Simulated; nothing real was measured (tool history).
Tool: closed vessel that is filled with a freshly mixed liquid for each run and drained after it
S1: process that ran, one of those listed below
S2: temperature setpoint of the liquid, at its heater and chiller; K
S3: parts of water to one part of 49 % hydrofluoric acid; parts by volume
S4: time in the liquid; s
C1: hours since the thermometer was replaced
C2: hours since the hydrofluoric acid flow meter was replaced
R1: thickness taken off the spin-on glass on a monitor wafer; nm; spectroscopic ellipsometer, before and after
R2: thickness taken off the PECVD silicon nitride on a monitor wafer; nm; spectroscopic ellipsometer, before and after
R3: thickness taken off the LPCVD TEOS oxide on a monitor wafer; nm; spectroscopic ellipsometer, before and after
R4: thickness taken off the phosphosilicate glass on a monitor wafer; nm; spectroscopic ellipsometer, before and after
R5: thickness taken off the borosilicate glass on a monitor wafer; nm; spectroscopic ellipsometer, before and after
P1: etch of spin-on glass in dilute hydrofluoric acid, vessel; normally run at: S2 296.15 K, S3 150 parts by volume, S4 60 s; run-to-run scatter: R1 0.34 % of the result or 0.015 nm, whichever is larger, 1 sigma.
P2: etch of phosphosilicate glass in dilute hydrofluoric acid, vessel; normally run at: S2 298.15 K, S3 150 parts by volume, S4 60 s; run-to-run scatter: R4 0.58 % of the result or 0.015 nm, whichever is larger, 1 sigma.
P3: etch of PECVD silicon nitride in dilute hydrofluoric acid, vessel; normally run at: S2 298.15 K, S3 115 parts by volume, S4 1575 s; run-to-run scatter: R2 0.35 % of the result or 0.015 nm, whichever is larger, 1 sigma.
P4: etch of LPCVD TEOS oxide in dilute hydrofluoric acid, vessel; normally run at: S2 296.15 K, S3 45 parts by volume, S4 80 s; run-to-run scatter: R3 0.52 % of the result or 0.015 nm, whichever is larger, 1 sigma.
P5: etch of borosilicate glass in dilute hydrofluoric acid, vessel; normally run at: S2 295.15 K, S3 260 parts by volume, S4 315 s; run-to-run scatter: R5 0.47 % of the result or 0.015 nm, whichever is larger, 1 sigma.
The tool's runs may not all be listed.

run 1 hour=10.3 | S1=P1 S2=296.15 S3=150 S4=60 | C1=332.6 C2=716.5 | R1=14.688
run 2 hour=20.8 | S1=P3 S2=298.15 S3=115 S4=1575 | C1=343.1 C2=727 | R2=51.097
run 3 hour=35.5 | S1=P1 S2=296.15 S3=265 S4=60 | C1=357.8 C2=741.7 | R1=7.3885
run 4 hour=48.2 | S1=P1 S2=296.15 S3=150 S4=60 | C1=370.5 C2=754.4 | R1=14.558
run 5 hour=63.1 | S1=P4 S2=290.15 S3=45 S4=80 | C1=385.4 C2=769.3 | R3=23.874
run 6 hour=74.1 | S1=P1 S2=296.15 S3=150 S4=60 | C1=396.4 C2=780.3 | R1=14.596
run 7 hour=87.3 | S1=P1 S2=296.15 S3=150 S4=95 | C1=409.6 C2=793.5 | R1=23.27
run 8 hour=101.8 | S1=P1 S2=296.15 S3=150 S4=60 | C1=424.1 C2=808 | R1=14.59
run 9 hour=113 | S1=P1 S2=290.15 S3=150 S4=60 | C1=435.3 C2=819.2 | R1=11.565
run 10 hour=122.3 | S1=P2 S2=298.15 S3=150 S4=30 | C1=444.6 C2=828.5 | R4=17.275
run 11 hour=129 | S1=P4 S2=296.15 S3=45 S4=80 | C1=451.3 C2=835.2 | R3=30.649
run 12 hour=139.8 | S1=P3 S2=298.15 S3=115 S4=1575 | C1=462.1 C2=846 | R2=51.348
run 13 hour=147.8 | S1=P3 S2=292.65 S3=115 S4=1575 | C1=470.1 C2=854 | R2=35.588
run 14 hour=161.8 | S1=P3 S2=298.15 S3=160 S4=1575 | C1=484.1 C2=868 | R2=37.001
run 15 hour=169.5 | S1=P3 S2=298.15 S3=115 S4=3155 | C1=491.8 C2=875.7 | R2=102.99
run 16 hour=181 | S1=P2 S2=298.15 S3=150 S4=60 | C1=503.3 C2=887.2 | R4=34.284
run 17 hour=195.2 | S1=P1 S2=296.15 S3=150 S4=60 | C1=517.5 C2=901.4 | R1=14.661
run 18 hour=209.1 | S1=P4 S2=296.15 S3=45 S4=80 | C1=531.4 C2=915.3 | R3=30.817
run 19 hour=218.6 | S1=P5 S2=295.15 S3=260 S4=315 | C1=540.9 C2=924.8 | R5=39.737
run 20 hour=232.1 | S1=P1 S2=292.65 S3=150 S4=115 | C1=554.4 C2=938.3 | R1=24.423
run 21 hour=241 | S1=P2 S2=298.15 S3=55 S4=60 | C1=563.3 C2=947.2 | R4=105.07
run 22 hour=252.3 | S1=P1 S2=304.15 S3=150 S4=60 | C1=574.6 C2=958.5 | R1=19.724
run 23 hour=265.3 | S1=P4 S2=296.15 S3=20 S4=80 | C1=587.6 C2=971.5 | R3=71.066
run 24 hour=276.7 | S1=P2 S2=304.65 S3=150 S4=60 | C1=599 C2=982.9 | R4=43.863
run 25 hour=291.8 | S1=P5 S2=295.15 S3=260 S4=495 | C1=614.1 C2=998 | R5=61.844
run 26 hour=299.4 | S1=P5 S2=299.15 S3=260 S4=315 | C1=621.7 C2=1005.6 | R5=45.585
run 27 hour=312.5 | S1=P1 S2=296.15 S3=150 S4=30 | C1=634.8 C2=1018.7 | R1=7.3452
run 28 hour=321 | S1=P5 S2=295.15 S3=40 S4=315 | C1=643.3 C2=1027.2 | R5=328.26
run 29 hour=327.9 | S1=P1 S2=296.15 S3=40 S4=60 | C1=650.2 C2=1034.1 | R1=62.894
run 30 hour=335.1 | S1=P4 S2=296.15 S3=45 S4=155 | C1=657.4 C2=1041.3 | R3=59.421
run 31 hour=344 | S1=P1 S2=296.15 S3=150 S4=60 | C1=666.3 C2=1050.2 | R1=14.532
run 32 hour=351.5 | S1=P1 S2=296.15 S3=150 S4=60 | C1=673.8 C2=1057.7 | R1=14.348
run 33 hour=364.4 | S1=P1 S2=296.15 S3=150 S4=60 | C1=686.7 C2=1070.6 | R1=14.093
run 34 hour=378.9 | S1=P1 S2=296.15 S3=150 S4=60 | C1=701.2 C2=1085.1 | R1=13.795
run 35 hour=391.6 | S1=P1 S2=296.15 S3=150 S4=60 | C1=713.9 C2=1097.8 | R1=13.702
run 36 hour=402.4 | S1=P1 S2=296.15 S3=150 S4=60 | C1=724.7 C2=1108.6 | R1=13.695
run 37 hour=410.4 | S1=P1 S2=296.15 S3=150 S4=60 | C1=732.7 C2=1116.6 | R1=13.646
run 38 hour=421.3 | S1=P1 S2=296.15 S3=150 S4=60 | C1=743.6 C2=1127.5 | R1=13.666
run 39 hour=431.3 | S1=P1 S2=296.15 S3=150 S4=60 | C1=753.6 C2=1137.5 | R1=13.609

What P1 gives has crept away from where it was. These 2 causes fit the log equally well, each at the size given:
A: hydrofluoric acid flow below the setpoint (%) = 5.98
B: liquid colder than its thermometer reads (K) = 1.86
The creep began at about hour 344.

4 check runs are offered, one wafer each, their results left as question marks. Which one tells the causes apart?
run check 1 hour=441.3 | S1=P3 S2=298.15 S3=115 S4=1575 | R2=?
run check 2 hour=441.3 | S1=P5 S2=295.15 S3=260 S4=315 | R5=?
run check 3 hour=441.3 | S1=P4 S2=296.15 S3=45 S4=80 | R3=?
run check 4 hour=441.3 | S1=P2 S2=298.15 S3=150 S4=60 | R4=?

What each check would give under each cause:
check=check_1 result=R2 if_A=48.295 if_B=45.456
check=check_2 result=R5 if_A=36.663 if_B=36.995
check=check_3 result=R3 if_A=28.705 if_B=28.343
check=check_4 result=R4 if_A=31.874 if_B=31.928
How far apart the two closest causes lie, in the result that separates them most: check 1 6.06 %; check 2 0.9 %; check 3 1.27 %; check 4 0.17 %
Only check 1 tells the causes apart: in the others they would give nearly the same result.

Then check 1 was run and gave: R2 45.402 nm. Which cause is it?

It is B: liquid colder than its thermometer reads (K).

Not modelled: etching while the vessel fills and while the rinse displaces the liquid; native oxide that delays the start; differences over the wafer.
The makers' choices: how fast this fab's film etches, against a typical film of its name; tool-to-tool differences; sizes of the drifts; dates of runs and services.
